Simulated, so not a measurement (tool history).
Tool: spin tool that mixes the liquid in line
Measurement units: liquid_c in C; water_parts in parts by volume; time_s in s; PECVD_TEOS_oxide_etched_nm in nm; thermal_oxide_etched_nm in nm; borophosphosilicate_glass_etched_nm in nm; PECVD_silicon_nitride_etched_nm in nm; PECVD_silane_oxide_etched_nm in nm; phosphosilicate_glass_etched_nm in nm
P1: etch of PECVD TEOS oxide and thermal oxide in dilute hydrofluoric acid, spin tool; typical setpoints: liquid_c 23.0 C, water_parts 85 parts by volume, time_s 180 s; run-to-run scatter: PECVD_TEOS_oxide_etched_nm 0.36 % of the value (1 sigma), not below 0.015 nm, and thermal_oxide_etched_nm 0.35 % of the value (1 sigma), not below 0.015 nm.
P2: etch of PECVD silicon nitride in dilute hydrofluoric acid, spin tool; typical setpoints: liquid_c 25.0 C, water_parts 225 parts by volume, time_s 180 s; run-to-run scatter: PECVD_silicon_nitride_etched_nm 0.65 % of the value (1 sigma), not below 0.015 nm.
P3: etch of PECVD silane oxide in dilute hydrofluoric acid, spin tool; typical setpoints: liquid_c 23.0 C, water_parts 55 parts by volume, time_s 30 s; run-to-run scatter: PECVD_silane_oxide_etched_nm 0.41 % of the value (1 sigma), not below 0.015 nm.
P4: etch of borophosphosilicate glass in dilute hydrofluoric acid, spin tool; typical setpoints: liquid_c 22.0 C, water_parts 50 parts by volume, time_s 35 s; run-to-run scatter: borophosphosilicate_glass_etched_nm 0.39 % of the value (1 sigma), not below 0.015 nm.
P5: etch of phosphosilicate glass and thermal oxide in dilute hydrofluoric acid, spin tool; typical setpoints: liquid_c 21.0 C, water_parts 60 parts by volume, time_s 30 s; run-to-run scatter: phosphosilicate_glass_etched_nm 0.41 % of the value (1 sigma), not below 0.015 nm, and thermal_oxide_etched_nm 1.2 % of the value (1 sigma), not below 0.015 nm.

run	hour	process	liquid_c	water_parts	time_s	PECVD_TEOS_oxide_etched_nm	thermal_oxide_etched_nm	borophosphosilicate_glass_etched_nm	PECVD_silicon_nitride_etched_nm	PECVD_silane_oxide_etched_nm	phosphosilicate_glass_etched_nm
1	4.9	P1	23.0	85	180	27.294	9.6537				
2	9.8	P4	22.0	50	15			24.497			
3	12.6	P2	25.0	225	30				0.69601		
4	16.6	P1	18.5	85	180	22.642	8.0036				
5	21.2	P3	23.0	90	30					8.6454	
6	24.7	P1	23.0	85	345	52.728	18.4540				
7	28.5	P3	23.0	55	50					24.5240	
8	31.6	P2	25.0	325	180				2.81040		
9	34.1	P1	31.5	85	180	38.001	13.4310				
10	37.3	P1	23.0	125	180	17.646	6.1956				
11	42.4	P3	23.0	55	30					14.7060	
12	46.0	P3	27.5	55	30					17.7480	
13	50.4	P4	22.0	50	35			57.641			
14	54.6	P1	23.0	85	180	27.187	9.6470				
15	57.3	P1	23.0	85	180	27.245	9.6215				
16	60.6	P1	29.0	55	180	55.622	19.7630				
17	65.1	P5	21.0	60	30		2.1421				40.141
18	70.2	P1	17.0	135	180	12.692	4.5099				
19	72.7	P5	17.0	60	30		1.8109				33.887
20	76.1	P1	23.0	85	180	27.352	9.6391				
21	81.0	P4	29.5	50	35			78.247			
22	83.3	P3	23.0	55	30					14.7440	
23	88.1	P1	23.0	85	85	12.992	4.5487				
24	90.4	P1	23.0	85	180	27.253	9.6392				
25	93.4	P5	21.0	60	15		1.0656				19.900
26	95.9	P2	25.0	225	180				4.06380		
27	99.8	P1	23.0	25	180	100.200	35.2640				
28	104.1	P4	22.0	20	35			148.520			
29	107.0	P2	19.0	225	180				2.79980		
30	109.7	P5	21.0	90	30		1.3928				25.768
31	114.1	P1	23.0	85	180	27.274	9.5968				
32	118.0	P1	23.0	85	180	26.483	9.4239				
33	121.9	P1	23.0	85	180	26.395	9.1569				
34	125.3	P1	23.0	85	180	26.036	9.2094				
35	128.2	P1	23.0	85	180	25.810	9.0387				
36	131.7	P1	23.0	85	180	25.514	9.0633				
37	135.7	P1	23.0	85	180	25.613	8.9988				
38	139.1	P1	23.0	85	180	25.573	8.9969				
39	144.1	P1	23.0	85	180	25.378	8.9179				
40	148.0	P1	23.0	85	180	25.488	9.0078				
41	151.8	P1	23.0	85	180	25.336	8.8920				

The output of P1 has drifted from where it used to be. Each of the 2 causes below, taken at the size shown beside it, accounts for the log equally well:
A: liquid colder than its thermometer reads (K) = 1.75
B: hydrofluoric acid flow below the setpoint (%) = 6.21
The gradual shift began around hour 114.1.

The list below offers 4 check runs, each averaging the results of 2 wafers, and shows each result as a question mark. For which of them would the listed causes give clearly different results?
check 1	155.6	P4	22.0	50	35			?			
check 2	155.6	P5	21.0	60	30		?				?
check 3	155.6	P3	23.0	55	30					?	
check 4	155.6	P2	25.0	225	180				?		

Expected result of each check under each candidate cause:
check	result	if A	if B
check 1	borophosphosilicate_glass_etched_nm	53.127	53.415
check 2	thermal_oxide_etched_nm	1.9896	1.9993
check 2	phosphosilicate_glass_etched_nm	37.201	37.382
check 3	PECVD_silane_oxide_etched_nm	13.6850	13.7410
check 4	PECVD_silicon_nitride_etched_nm	3.63040	3.80010
How far apart the two closest causes lie, in the result that separates them most: check 1 0.54 %; check 2 0.49 %; check 3 0.41 %; check 4 4.57 %
The other checks would show nearly matching results whichever cause is true, so check 4 is the only one that separates the causes.

Running check 4 produced the following: PECVD_silicon_nitride_etched_nm 3.61540 nm. Which one of the listed causes fits?

The correct cause is A, namely: liquid colder than its thermometer reads (K).

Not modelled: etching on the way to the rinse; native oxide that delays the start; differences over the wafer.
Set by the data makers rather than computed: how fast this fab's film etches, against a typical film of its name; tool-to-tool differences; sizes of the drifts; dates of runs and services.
